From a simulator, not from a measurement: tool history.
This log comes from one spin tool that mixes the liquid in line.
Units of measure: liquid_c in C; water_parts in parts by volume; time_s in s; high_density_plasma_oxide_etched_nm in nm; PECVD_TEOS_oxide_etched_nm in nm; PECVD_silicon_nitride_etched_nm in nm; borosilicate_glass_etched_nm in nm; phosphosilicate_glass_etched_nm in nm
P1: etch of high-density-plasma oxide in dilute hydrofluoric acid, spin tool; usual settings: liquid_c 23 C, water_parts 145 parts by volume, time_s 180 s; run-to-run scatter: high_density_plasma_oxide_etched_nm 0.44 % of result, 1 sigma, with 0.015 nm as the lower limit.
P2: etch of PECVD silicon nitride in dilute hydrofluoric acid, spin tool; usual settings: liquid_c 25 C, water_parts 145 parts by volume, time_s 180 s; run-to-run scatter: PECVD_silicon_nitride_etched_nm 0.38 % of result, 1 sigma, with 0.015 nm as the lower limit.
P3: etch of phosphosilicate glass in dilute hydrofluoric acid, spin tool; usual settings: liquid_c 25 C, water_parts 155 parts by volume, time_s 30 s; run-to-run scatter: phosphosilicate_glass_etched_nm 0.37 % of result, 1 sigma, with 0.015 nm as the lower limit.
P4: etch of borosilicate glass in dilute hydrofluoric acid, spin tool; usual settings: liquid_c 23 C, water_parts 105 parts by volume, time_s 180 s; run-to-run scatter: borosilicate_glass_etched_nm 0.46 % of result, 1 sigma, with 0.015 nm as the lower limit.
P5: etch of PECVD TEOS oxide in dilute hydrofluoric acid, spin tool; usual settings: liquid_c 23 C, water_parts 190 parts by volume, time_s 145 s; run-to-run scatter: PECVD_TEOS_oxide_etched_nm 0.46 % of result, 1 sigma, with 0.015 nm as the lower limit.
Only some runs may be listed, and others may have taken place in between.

run   hour  process  liquid_c  water_parts  time_s  hours since the thermometer was replaced  hours since the hydrofluoric acid flow meter was replaced  high_density_plasma_oxide_etched_nm  PECVD_TEOS_oxide_etched_nm  PECVD_silicon_nitride_etched_nm  borosilicate_glass_etched_nm  phosphosilicate_glass_etched_nm
  1    8.5       P1        23          145     180                                      1325                                                      631.9                               5.6284
  2   16.6       P5        28          190     145                                    1333.1                                                        640                                                           7.4521
  3   27.1       P2        25          145     315                                    1343.6                                                      650.5                                                                                             9.007
  4   37.8       P1        23          145      15                                    1354.3                                                      661.2                              0.47244
  5   52.9       P1        19          145      45                                    1369.4                                                      676.3                                1.236
  6   61.3       P4        23          105     180                                    1377.8                                                      684.7                                                                                                                          34.769
  7   71.7       P1        23          145     180                                    1388.2                                                      695.1                               5.6645
  8   79.6       P1        17          145     180                                    1396.1                                                        703                               4.5127
  9   89.4       P2        25          145     180                                    1405.9                                                      712.8                                                                                            5.1643
 10  102.9       P2        25           65     180                                    1419.4                                                      726.3                                                                                            11.387
 11  116.9       P1        23          145     180                                    1433.4                                                      740.3                               5.6847
 12  126.5       P1        23          145     180                                      1443                                                      749.9                               5.7041
 13  134.1       P4        23          170     180                                    1450.6                                                      757.5                                                                                                                           19.91
 14  142.3       P1        23          230     180                                    1458.8                                                      765.7                               3.2682
 15  153.9       P5        23           90     145                                    1470.4                                                      777.3                                                           14.884
 16  162.5       P3        25          245      30                                      1479                                                      785.9                                                                                                                                                           9.9774
 17  177.7       P1      27.5          145      60                                    1494.2                                                      801.1                               2.2487
 18  188.2       P5        23          190     145                                    1504.7                                                      811.6                                                           6.2326
 19  197.6       P4        17          105     180                                    1514.1                                                        821                                                                                                                           27.28
 20  205.6       P2        25          145     180                                    1522.1                                                        829                                                                                            5.1288
 21  219.8       P5        23          190     260                                    1536.3                                                      843.2                                                           11.115
 22  229.1       P3        25          155      30                                    1545.6                                                      852.5                                                                                                                                                           17.418
 23    238       P4        23          105     180                                    1554.5                                                      861.4                                                                                                                          35.036
 24  248.1       P3      18.5          155      30                                    1564.6                                                      871.5                                                                                                                                                           13.587
 25  261.3       P3        25          155      30                                    1577.8                                                      884.7                                                                                                                                                           17.406
 26  276.4       P5        23          190     145                                    1592.9                                                      899.8                                                           6.3125
 27  286.1       P2        17          145     180                                    1602.6                                                      909.5                                                                                            3.0135
 28  298.3       P1      26.5          145     350                                    1614.8                                                      921.7                               12.626
 29  311.5       P4        23          105     295                                      1628                                                      934.9                                                                                                                          57.447
 30    319       P1        23          145     180                                    1635.5                                                      942.4                               5.6539
 31  328.7       P1      29.5          145     180                                    1645.2                                                      952.1                               7.2463
 32    344       P1        23          145     180                                    1660.5                                                      967.4                               5.7088
 33  357.4       P1        23          145     180                                    1673.9                                                      980.8                               5.6793
 34  366.1       P1        23           45     180                                    1682.6                                                      989.5                               20.698
 35  377.9       P1        23          145     320                                    1694.4                                                     1001.3                               10.165
 36  391.7       P3        25          155      55                                    1708.2                                                     1015.1                                                                                                                                                           32.062
 37  405.6       P1        23          145     180                                    1722.1                                                       1029                               5.6906
 38  416.5       P1        23          145     180                                      1733                                                     1039.9                               5.8122
 39  425.6       P1        23          145     180                                    1742.1                                                       1049                                5.942
 40    433       P1        23          145     180                                    1749.5                                                     1056.4                               5.9124
 41  441.8       P1        23          145     180                                    1758.3                                                     1065.2                               5.9206
 42  455.1       P1        23          145     180                                    1771.6                                                     1078.5                               5.9647
 43  467.3       P1        23          145     180                                    1783.8                                                     1090.7                               6.0009
 44    474       P1        23          145     180                                    1790.5                                                     1097.4                               6.0768
 45  485.4       P1        23          145     180                                    1801.9                                                     1108.8                               6.0396
 46  493.6       P1        23          145     180                                    1810.1                                                       1117                               6.0075
 47  505.4       P1        23          145     180                                    1821.9                                                     1128.8                               6.0951
 48  512.8       P1        23          145     180                                    1829.3                                                     1136.2                               6.0767

What P1 gives has crept off from where it sat before. The 2 causes that follow fit the log equally well, each at the size noted:
A: hydrofluoric acid flow above the setpoint (%) = 5.44
B: liquid hotter than its thermometer reads (K) = 1.6
The onset of the drift is placed at about hour 405.6.

Listed below are the offered check runs, one wafer per run, with question marks in place of results. For which of them would the causes give clearly different outcomes?
check 1  520.2       P4      19.5          105     295                                                                                                                                                                                                                                    ?
check 2  520.2       P5      26.5          190     245                                                                                                                                                                     ?
check 3  520.2       P3      18.5          155      30                                                                                                                                                                                                                                                                     ?
check 4  520.2       P2        25           70     180                                                                                                                                                                                                      ?

Predicted outcomes, by check and by cause:
  check                           result    if A    if B
check 1     borosilicate_glass_etched_nm  52.674  53.011
check 2       PECVD_TEOS_oxide_etched_nm  12.832  12.744
check 3  phosphosilicate_glass_etched_nm  14.373  14.415
check 4  PECVD_silicon_nitride_etched_nm  11.142  11.751
Distance between the nearest two causes, measured in the result of the check that separates them most: check 1 0.64 %; check 2 0.69 %; check 3 0.29 %; check 4 5.32 %
Check 4 tells the causes apart: in the others they would give nearly the same result.

Check 4 was carried out, with these results: PECVD_silicon_nitride_etched_nm 11.771 nm. Which of the listed causes is responsible?

It was cause B: liquid hotter than its thermometer reads (K).
